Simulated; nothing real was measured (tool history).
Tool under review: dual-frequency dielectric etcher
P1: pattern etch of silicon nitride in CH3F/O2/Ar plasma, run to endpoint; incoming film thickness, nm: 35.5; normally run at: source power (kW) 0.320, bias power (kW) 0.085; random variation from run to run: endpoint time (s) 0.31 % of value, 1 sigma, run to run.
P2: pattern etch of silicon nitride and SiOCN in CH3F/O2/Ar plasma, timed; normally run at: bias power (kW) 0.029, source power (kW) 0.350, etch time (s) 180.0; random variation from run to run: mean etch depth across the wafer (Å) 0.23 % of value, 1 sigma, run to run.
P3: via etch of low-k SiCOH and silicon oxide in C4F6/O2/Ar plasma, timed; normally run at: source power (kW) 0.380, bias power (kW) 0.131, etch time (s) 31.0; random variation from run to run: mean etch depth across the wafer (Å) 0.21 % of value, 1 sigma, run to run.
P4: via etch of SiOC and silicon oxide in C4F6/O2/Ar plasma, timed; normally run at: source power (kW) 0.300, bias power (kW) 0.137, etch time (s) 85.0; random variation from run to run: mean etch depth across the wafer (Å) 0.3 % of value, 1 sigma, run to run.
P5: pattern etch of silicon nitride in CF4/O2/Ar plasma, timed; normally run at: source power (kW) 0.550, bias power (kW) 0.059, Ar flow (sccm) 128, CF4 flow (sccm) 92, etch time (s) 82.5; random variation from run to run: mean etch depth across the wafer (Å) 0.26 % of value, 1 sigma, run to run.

run   hour  process that ran  source power (kW)  bias power (kW)  etch time (s)  Ar flow (sccm)  CF4 flow (sccm)  hours since the last wet clean  hours since the last source power generator calibration  hours since the last bias power generator calibration  endpoint time (s)  mean etch depth across the wafer (Å)
  1    9.7                P1              0.320            0.085                                                                           133.2                                                   1344.0                                                 2333.2             53.791
  2   14.5                P2              0.350            0.029          180.0                                                            138.0                                                   1348.8                                                 2338.0                                                   255.78
  3   19.6                P4              0.300            0.090           85.0                                                            143.1                                                   1353.9                                                 2343.1                                                   723.64
  4   28.0                P1              0.320            0.085                                                                           151.5                                                   1362.3                                                 2351.5             53.872
  5   37.1                P1              0.320            0.085                                                                           160.6                                                   1371.4                                                 2360.6             53.449
  6   45.9                P3              0.380            0.101           31.0                                                            169.4                                                   1380.2                                                 2369.4                                                   594.32
  7   55.6                P2              0.350            0.029           99.0                                                            179.1                                                   1389.9                                                 2379.1                                                   140.77
  8   62.7                P1              0.320            0.085                                                                           186.2                                                   1397.0                                                 2386.2             53.696
  9   68.1                P2              0.350            0.029          180.0                                                            191.6                                                   1402.4                                                 2391.6                                                   255.81
 10   75.0                P3              0.380            0.131           31.0                                                            198.5                                                   1409.3                                                 2398.5                                                   642.44
 11   84.8                P1              0.320            0.085                                                                           208.3                                                   1419.1                                                 2408.3             53.598
 12   93.1                P1              0.320            0.085                                                                           216.6                                                   1427.4                                                 2416.6             53.763
 13   99.2                P4              0.300            0.137           85.0                                                            222.7                                                   1433.5                                                 2422.7                                                   816.72
 14  108.4                P2              0.480            0.029          180.0                                                            231.9                                                   1442.7                                                 2431.9                                                   285.77
 15  116.1                P1              0.210            0.085                                                                           239.6                                                   1450.4                                                 2439.6             62.820
 16  122.5                P1              0.270            0.061                                                                           246.0                                                   1456.8                                                 2446.0             64.471
 17  131.0                P5              0.550            0.059           47.0             128               92                           254.5                                                   1465.3                                                 2454.5                                                   985.25
 18  140.2                P5              0.550            0.059           82.5             128              118                           263.7                                                   1474.5                                                 2463.7                                                  1783.60
 19  150.3                P3              0.380            0.131           40.5                                                            273.8                                                   1484.6                                                 2473.8                                                   839.03
 20  156.3                P5              0.550            0.059           82.5              97               92                           279.8                                                   1490.6                                                 2479.8                                                  1790.00
 21  164.7                P3              0.530            0.131           31.0                                                            288.2                                                   1499.0                                                 2488.2                                                   735.57
 22  174.6                P1              0.320            0.057                                                                           298.1                                                   1508.9                                                 2498.1             61.808
 23  182.0                P1              0.390            0.085                                                                           305.5                                                   1516.3                                                 2505.5             50.240
 24  189.1                P1              0.320            0.085                                                                           312.6                                                   1523.4                                                 2512.6             53.780

The next listed run, before its measurement:
     195.0  -- bias power generator calibrated
 25  199.7                P4              0.210            0.137           85.0                                                            323.2                                                   1534.0                                                    4.8                                                        ?

{"run 25": {"mean etch depth across the wafer (Å)": 710.15}}

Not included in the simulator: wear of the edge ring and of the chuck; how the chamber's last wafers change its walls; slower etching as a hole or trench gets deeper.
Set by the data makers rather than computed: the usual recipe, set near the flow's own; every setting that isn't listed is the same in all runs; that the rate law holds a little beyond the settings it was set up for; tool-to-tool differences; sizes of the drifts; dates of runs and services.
